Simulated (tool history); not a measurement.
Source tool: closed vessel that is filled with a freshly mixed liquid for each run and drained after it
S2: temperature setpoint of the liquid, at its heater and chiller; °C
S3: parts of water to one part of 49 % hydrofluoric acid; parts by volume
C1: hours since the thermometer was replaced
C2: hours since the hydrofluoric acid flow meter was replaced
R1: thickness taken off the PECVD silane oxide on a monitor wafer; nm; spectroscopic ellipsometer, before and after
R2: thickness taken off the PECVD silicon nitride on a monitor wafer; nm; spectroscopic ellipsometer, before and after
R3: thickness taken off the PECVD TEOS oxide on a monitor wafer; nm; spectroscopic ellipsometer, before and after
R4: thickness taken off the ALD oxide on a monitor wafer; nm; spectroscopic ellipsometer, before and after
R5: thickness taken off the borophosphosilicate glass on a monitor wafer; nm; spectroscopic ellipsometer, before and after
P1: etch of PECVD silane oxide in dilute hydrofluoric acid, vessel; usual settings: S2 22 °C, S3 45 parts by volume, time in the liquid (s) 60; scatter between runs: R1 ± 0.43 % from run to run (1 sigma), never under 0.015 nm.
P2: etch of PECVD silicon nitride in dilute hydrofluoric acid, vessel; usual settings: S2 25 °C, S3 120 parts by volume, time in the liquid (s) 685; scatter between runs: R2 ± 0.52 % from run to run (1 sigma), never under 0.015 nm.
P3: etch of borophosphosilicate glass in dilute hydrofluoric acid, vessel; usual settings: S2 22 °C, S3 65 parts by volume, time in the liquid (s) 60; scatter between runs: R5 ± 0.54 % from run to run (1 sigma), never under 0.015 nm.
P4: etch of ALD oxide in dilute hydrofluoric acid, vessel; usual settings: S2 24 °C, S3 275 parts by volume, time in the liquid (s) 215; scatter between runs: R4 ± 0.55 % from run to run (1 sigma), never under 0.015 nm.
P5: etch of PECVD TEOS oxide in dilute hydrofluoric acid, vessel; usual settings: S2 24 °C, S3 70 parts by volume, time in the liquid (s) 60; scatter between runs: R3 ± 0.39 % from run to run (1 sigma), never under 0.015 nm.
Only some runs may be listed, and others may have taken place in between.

run 1 hour=6 | process_that_ran=P1 S2=22 S3=45 time_in_the_liquid_(s)=60 | C1=2174.6 C2=444.3 | R1=32.773
run 2 hour=14.5 | process_that_ran=P1 S2=28 S3=45 time_in_the_liquid_(s)=60 | C1=2183.1 C2=452.8 | R1=41.875
run 3 hour=21.5 | process_that_ran=P1 S2=22 S3=45 time_in_the_liquid_(s)=95 | C1=2190.1 C2=459.8 | R1=51.761
run 4 hour=29.8 | process_that_ran=P2 S2=25 S3=120 time_in_the_liquid_(s)=1265 | C1=2198.4 C2=468.1 | R2=48.01
run 5 hour=33.9 | process_that_ran=P5 S2=17 S3=70 time_in_the_liquid_(s)=60 | C1=2202.5 C2=472.2 | R3=7.7352
run 6 hour=40.1 | process_that_ran=P1 S2=22 S3=45 time_in_the_liquid_(s)=30 | C1=2208.7 C2=478.4 | R1=16.271
run 7 hour=45.3 | process_that_ran=P1 S2=22 S3=45 time_in_the_liquid_(s)=60 | C1=2213.9 C2=483.6 | R1=32.571
run 8 hour=53.1 | process_that_ran=P1 S2=22 S3=45 time_in_the_liquid_(s)=60 | C1=2221.7 C2=491.4 | R1=32.615
run 9 hour=62.7 | process_that_ran=P4 S2=32.5 S3=275 time_in_the_liquid_(s)=215 | C1=2231.3 C2=501 | R4=10.802
run 10 hour=68.4 | process_that_ran=P1 S2=22 S3=45 time_in_the_liquid_(s)=60 | C1=2237 C2=506.7 | R1=32.552
run 11 hour=75.3 | process_that_ran=P1 S2=26.5 S3=45 time_in_the_liquid_(s)=30 | C1=2243.9 C2=513.6 | R1=19.612
run 12 hour=81.8 | process_that_ran=P5 S2=24 S3=70 time_in_the_liquid_(s)=90 | C1=2250.4 C2=520.1 | R3=15.642
run 13 hour=89.3 | process_that_ran=P1 S2=18 S3=75 time_in_the_liquid_(s)=60 | C1=2257.9 C2=527.6 | R1=16.092
run 14 hour=97.8 | process_that_ran=P4 S2=24 S3=75 time_in_the_liquid_(s)=215 | C1=2266.4 C2=536.1 | R4=37.064
run 15 hour=102.3 | process_that_ran=P1 S2=22 S3=45 time_in_the_liquid_(s)=60 | C1=2270.9 C2=540.6 | R1=32.463
run 16 hour=106.4 | process_that_ran=P3 S2=22 S3=20 time_in_the_liquid_(s)=60 | C1=2275 C2=544.7 | R5=203.98
run 17 hour=111.2 | process_that_ran=P4 S2=24 S3=275 time_in_the_liquid_(s)=30 | C1=2279.8 C2=549.5 | R4=1.1477
-- hour=115.1 thermometer replaced
run 18 hour=116.9 | process_that_ran=P3 S2=17 S3=65 time_in_the_liquid_(s)=60 | C1=1.8 C2=555.2 | R5=47.9
run 19 hour=121.8 | process_that_ran=P1 S2=22 S3=25 time_in_the_liquid_(s)=30 | C1=6.7 C2=560.1 | R1=30.014
run 20 hour=129.8 | process_that_ran=P5 S2=24 S3=45 time_in_the_liquid_(s)=60 | C1=14.7 C2=568.1 | R3=16.679
run 21 hour=137.9 | process_that_ran=P5 S2=24 S3=70 time_in_the_liquid_(s)=60 | C1=22.8 C2=576.2 | R3=10.39
run 22 hour=144.3 | process_that_ran=P3 S2=22 S3=65 time_in_the_liquid_(s)=60 | C1=29.2 C2=582.6 | R5=58.95
run 23 hour=148.7 | process_that_ran=P5 S2=24 S3=70 time_in_the_liquid_(s)=60 | C1=33.6 C2=587 | R3=10.419
run 24 hour=157.3 | process_that_ran=P2 S2=25 S3=35 time_in_the_liquid_(s)=685 | C1=42.2 C2=595.6 | R2=87.846
run 25 hour=165.8 | process_that_ran=P3 S2=22 S3=65 time_in_the_liquid_(s)=30 | C1=50.7 C2=604.1 | R5=29.659
run 26 hour=171.2 | process_that_ran=P2 S2=25 S3=120 time_in_the_liquid_(s)=685 | C1=56.1 C2=609.5 | R2=26.198
run 27 hour=179.4 | process_that_ran=P1 S2=17 S3=45 time_in_the_liquid_(s)=60 | C1=64.3 C2=617.7 | R1=26.213
run 28 hour=187.8 | process_that_ran=P1 S2=22 S3=20 time_in_the_liquid_(s)=60 | C1=72.7 C2=626.1 | R1=76.099
run 29 hour=192.6 | process_that_ran=P4 S2=24 S3=275 time_in_the_liquid_(s)=215 | C1=77.5 C2=630.9 | R4=8.0349
run 30 hour=201 | process_that_ran=P1 S2=22 S3=70 time_in_the_liquid_(s)=60 | C1=85.9 C2=639.3 | R1=20.383
run 31 hour=208.7 | process_that_ran=P2 S2=19 S3=120 time_in_the_liquid_(s)=685 | C1=93.6 C2=647 | R2=17.435
run 32 hour=216.1 | process_that_ran=P1 S2=22 S3=45 time_in_the_liquid_(s)=60 | C1=101 C2=654.4 | R1=32.673
run 33 hour=222.1 | process_that_ran=P1 S2=22 S3=45 time_in_the_liquid_(s)=60 | C1=107 C2=660.4 | R1=33.528
run 34 hour=231.2 | process_that_ran=P1 S2=22 S3=45 time_in_the_liquid_(s)=60 | C1=116.1 C2=669.5 | R1=33.849
run 35 hour=238 | process_that_ran=P1 S2=22 S3=45 time_in_the_liquid_(s)=60 | C1=122.9 C2=676.3 | R1=34.175
run 36 hour=246.5 | process_that_ran=P1 S2=22 S3=45 time_in_the_liquid_(s)=60 | C1=131.4 C2=684.8 | R1=34.674
run 37 hour=255.1 | process_that_ran=P1 S2=22 S3=45 time_in_the_liquid_(s)=60 | C1=140 C2=693.4 | R1=34.505
run 38 hour=263.7 | process_that_ran=P1 S2=22 S3=45 time_in_the_liquid_(s)=60 | C1=148.6 C2=702 | R1=34.93
run 39 hour=271.6 | process_that_ran=P1 S2=22 S3=45 time_in_the_liquid_(s)=60 | C1=156.5 C2=709.9 | R1=34.738
run 40 hour=279.1 | process_that_ran=P1 S2=22 S3=45 time_in_the_liquid_(s)=60 | C1=164 C2=717.4 | R1=34.763
run 41 hour=288 | process_that_ran=P1 S2=22 S3=45 time_in_the_liquid_(s)=60 | C1=172.9 C2=726.3 | R1=35.022

What P1 gives has crept away from where it was. These 2 causes fit the log equally well, each at the size given:
A: liquid hotter than its thermometer reads (K) = 1.63
B: hydrofluoric acid flow above the setpoint (%) = 6.62
The drift started at roughly hour 216.1.

Listed below are the offered check runs, one wafer per run, with question marks in place of results. For which of them would the causes give clearly different outcomes?
run check 1 hour=296.9 | process_that_ran=P5 S2=19 S3=50 time_in_the_liquid_(s)=60 | R3=?
run check 2 hour=296.9 | process_that_ran=P3 S2=18 S3=20 time_in_the_liquid_(s)=60 | R5=?
run check 3 hour=296.9 | process_that_ran=P2 S2=21 S3=120 time_in_the_liquid_(s)=990 | R2=?
run check 4 hour=296.9 | process_that_ran=P4 S2=30.5 S3=105 time_in_the_liquid_(s)=215 | R4=?

How each check would come out, cause by cause:
check=check_1 result=R3 if_A=12.964 if_B=12.942
check=check_2 result=R5 if_A=183.35 if_B=182.25
check=check_3 result=R2 if_A=32.331 if_B=30.885
check=check_4 result=R4 if_A=34.783 if_B=35.249
How far apart the two closest causes lie, in the result that separates them most: check 1 0.17 %; check 2 0.6 %; check 3 4.57 %; check 4 1.33 %
Only in check 3 would the causes give clearly different results; in the remaining checks their results would be nearly the same.

With check 3 done, the readings were: R2 32.275 nm. Identify which of the listed causes applies.

A is the cause: liquid hotter than its thermometer reads (K).

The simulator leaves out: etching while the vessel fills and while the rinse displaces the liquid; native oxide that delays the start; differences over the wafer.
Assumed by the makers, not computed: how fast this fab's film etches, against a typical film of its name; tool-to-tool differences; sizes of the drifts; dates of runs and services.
